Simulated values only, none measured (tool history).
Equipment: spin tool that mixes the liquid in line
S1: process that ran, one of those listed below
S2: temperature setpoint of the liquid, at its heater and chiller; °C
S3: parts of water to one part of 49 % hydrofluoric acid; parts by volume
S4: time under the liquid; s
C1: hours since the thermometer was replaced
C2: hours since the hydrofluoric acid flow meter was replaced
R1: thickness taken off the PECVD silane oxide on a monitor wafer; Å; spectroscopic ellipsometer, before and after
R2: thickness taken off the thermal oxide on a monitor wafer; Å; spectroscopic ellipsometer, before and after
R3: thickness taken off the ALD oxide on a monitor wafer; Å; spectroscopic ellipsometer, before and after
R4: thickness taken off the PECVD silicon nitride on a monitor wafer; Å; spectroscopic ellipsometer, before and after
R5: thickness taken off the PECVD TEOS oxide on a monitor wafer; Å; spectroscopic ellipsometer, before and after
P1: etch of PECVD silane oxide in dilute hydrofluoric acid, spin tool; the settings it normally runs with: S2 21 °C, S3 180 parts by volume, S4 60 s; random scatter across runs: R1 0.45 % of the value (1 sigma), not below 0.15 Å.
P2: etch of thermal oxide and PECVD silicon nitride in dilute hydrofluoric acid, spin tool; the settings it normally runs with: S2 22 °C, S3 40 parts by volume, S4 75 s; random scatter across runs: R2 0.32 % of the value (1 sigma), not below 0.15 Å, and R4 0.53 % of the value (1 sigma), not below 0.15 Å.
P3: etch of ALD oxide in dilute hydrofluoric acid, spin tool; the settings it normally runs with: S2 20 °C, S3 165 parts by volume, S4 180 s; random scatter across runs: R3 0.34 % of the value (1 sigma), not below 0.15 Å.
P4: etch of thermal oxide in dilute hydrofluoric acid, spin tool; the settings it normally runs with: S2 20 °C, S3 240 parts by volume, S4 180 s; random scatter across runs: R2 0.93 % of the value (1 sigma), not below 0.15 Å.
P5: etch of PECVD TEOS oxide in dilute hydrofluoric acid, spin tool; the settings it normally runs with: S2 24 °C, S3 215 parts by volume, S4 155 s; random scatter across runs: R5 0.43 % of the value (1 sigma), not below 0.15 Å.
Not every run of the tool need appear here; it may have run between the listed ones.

run,day,S1,S2,S3,S4,C1,C2,R1,R2,R3,R4,R5
1,0.212,P1,21,180,60,388.7,380.5,131.34,,,,
2,0.467,P4,20,240,180,394.8,386.6,,25.274,,,
3,0.733,P1,27,180,60,401.2,393,162.87,,,,
4,1.029,P3,20,165,75,408.3,400.1,,,45.064,,
5,1.471,P2,22,40,15,418.9,410.7,,16.503,,18.02,
6,1.825,P4,20,240,345,427.4,419.2,,49.105,,,
7,2.183,P1,21,180,60,436,427.8,130.78,,,,
8,2.525,P1,21,180,60,444.2,436,129.26,,,,
9,2.783,P4,17,240,180,450.4,442.2,,23.451,,,
10,3.071,P1,17,180,60,457.3,449.1,111.47,,,,
11,3.346,P5,24,215,300,463.9,455.7,,,,,347.05
12,3.754,P2,22,25,75,473.7,465.5,,133.07,,143.21,
13,4.004,P1,21,180,110,479.7,471.5,242.02,,,,
14,4.25,P4,20,430,180,485.6,477.4,,12.168,,,
15,4.671,P1,26,55,60,495.7,487.5,603.31,,,,
16,4.979,P4,20,240,180,503.1,494.9,,25.446,,,
17,5.404,P1,21,180,60,513.3,505.1,130.9,,,,
18,5.646,P5,24,215,155,519.1,510.9,,,,,180.02
19,6.075,P2,22,40,75,529.4,521.2,,81.372,,90.267,
20,6.521,P1,21,280,60,540.1,531.9,75.953,,,,
21,6.788,P5,31,215,155,546.5,538.3,,,,,229.36
22,7.067,P5,24,385,155,553.2,545,,,,,85.304
23,7.454,P1,21,70,60,562.5,554.3,375.86,,,,
24,7.871,P1,21,180,60,572.5,564.3,129.69,,,,
25,8.208,P1,21,180,25,580.6,572.4,54.563,,,,
26,8.467,P3,20,165,180,586.8,578.6,,,107.2,,
27,8.842,P3,20,300,180,595.8,587.6,,,52.302,,
28,9.162,P3,17,165,180,603.5,595.3,,,95.259,,
29,9.379,P2,29.5,40,75,608.7,600.5,,110.41,,149.95,
30,9.671,P1,21,180,60,615.7,607.5,130.63,,,,
31,10.112,P1,21,180,60,626.3,618.1,135.24,,,,
32,10.45,P1,21,180,60,634.4,626.2,136.7,,,,
33,10.8,P1,21,180,60,642.8,634.6,138.72,,,,
34,11.171,P1,21,180,60,651.7,643.5,137.39,,,,
35,11.446,P1,21,180,60,658.3,650.1,139.7,,,,
36,11.717,P1,21,180,60,664.8,656.6,139.95,,,,
37,12.079,P1,21,180,60,673.5,665.3,140.05,,,,
38,12.512,P1,21,180,60,683.9,675.7,139.31,,,,

Compared with where it was, what P1 gives has crept away. Each cause listed below fits the log as well as the rest, at the size given for it:
A: liquid hotter than its thermometer reads (K) = 1.84
B: hydrofluoric acid flow above the setpoint (%) = 6.15
The onset of the drift is placed at about day 9.671.

Question marks stand in for the results of the 4 check runs listed below, each run on one wafer. Under which run would the listed causes show clearly different results?
check 1,12.946,P2,22,40,75,,,,?,,?,
check 2,12.946,P4,20,240,180,,,,?,,,
check 3,12.946,P5,24,215,155,,,,,,,?
check 4,12.946,P3,20,165,180,,,,,?,,

Predicted outcomes, by check and by cause:
check,result,if A,if B
check 1,R2,87.962,86.716
check 1,R4,102.58,95.869
check 2,R2,27.355,27.468
check 3,R5,191.69,192.9
check 4,R3,115.34,115.07
How far apart the two closest causes lie, in the result that separates them most: check 1 6.77 %; check 2 0.41 %; check 3 0.63 %; check 4 0.24 %
The other checks would show nearly matching results whichever cause is true, so check 1 is the only one that separates the causes.

Check 1 was then run and gave: R2 88.184 Å; R4 102.34 Å. Which cause is it?

Of the candidate causes, it is A: liquid hotter than its thermometer reads (K).
